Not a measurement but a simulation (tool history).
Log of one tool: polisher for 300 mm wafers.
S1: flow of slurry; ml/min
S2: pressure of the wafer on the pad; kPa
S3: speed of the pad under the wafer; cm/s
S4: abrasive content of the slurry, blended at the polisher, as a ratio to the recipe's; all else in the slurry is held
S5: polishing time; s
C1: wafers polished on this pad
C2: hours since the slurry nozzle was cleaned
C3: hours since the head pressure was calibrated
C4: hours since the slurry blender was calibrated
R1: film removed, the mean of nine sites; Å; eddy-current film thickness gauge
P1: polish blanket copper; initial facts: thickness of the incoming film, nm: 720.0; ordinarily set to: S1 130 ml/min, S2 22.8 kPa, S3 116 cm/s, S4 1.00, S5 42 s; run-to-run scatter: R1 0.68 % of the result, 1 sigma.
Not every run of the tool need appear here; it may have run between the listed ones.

run	hour	S1	S2	S3	S4	S5	C1	C2	C3	C4	R1
1	8.0	130	22.8	116	1.00	42	1006	354.4	600.7	54.8	2034.10
2	11.6	130	22.8	116	1.00	42	1041	358.0	604.3	58.4	2045.80
# hour 18.5: head pressure recalibrated
3	19.3	130	33.1	116	1.00	42	1116	365.7	0.8	66.1	2968.30
4	23.0	130	22.8	116	0.75	42	1152	369.4	4.5	69.8	1938.00
5	28.1	80	22.8	116	1.00	62	1202	374.5	9.6	74.9	2670.10
6	33.5	130	22.8	116	1.00	21	1255	379.9	15.0	80.3	1015.10
7	40.8	130	22.8	116	1.35	42	1326	387.2	22.3	87.6	2189.70
8	45.8	130	22.8	116	1.00	42	1375	392.2	27.3	92.6	2031.40
9	52.8	200	22.8	116	1.00	42	1444	399.2	34.3	99.6	2190.80
# hour 55.4: worn pad replaced by a new one
10	59.6	130	22.8	174	1.00	42	41	406.0	41.1	106.4	3040.30
11	65.2	130	29.0	70	1.00	42	96	411.6	46.7	112.0	1546.70
12	72.5	130	22.8	68	1.00	42	168	418.9	54.0	119.3	1195.40
13	80.6	130	22.8	116	1.00	57	247	427.0	62.1	127.4	2761.20

Predict the results of run 14:
14	84.3	130	10.3	116	1.00	42	283	430.7	65.8	131.1	?

{"run 14": {"R1": 931.52}}

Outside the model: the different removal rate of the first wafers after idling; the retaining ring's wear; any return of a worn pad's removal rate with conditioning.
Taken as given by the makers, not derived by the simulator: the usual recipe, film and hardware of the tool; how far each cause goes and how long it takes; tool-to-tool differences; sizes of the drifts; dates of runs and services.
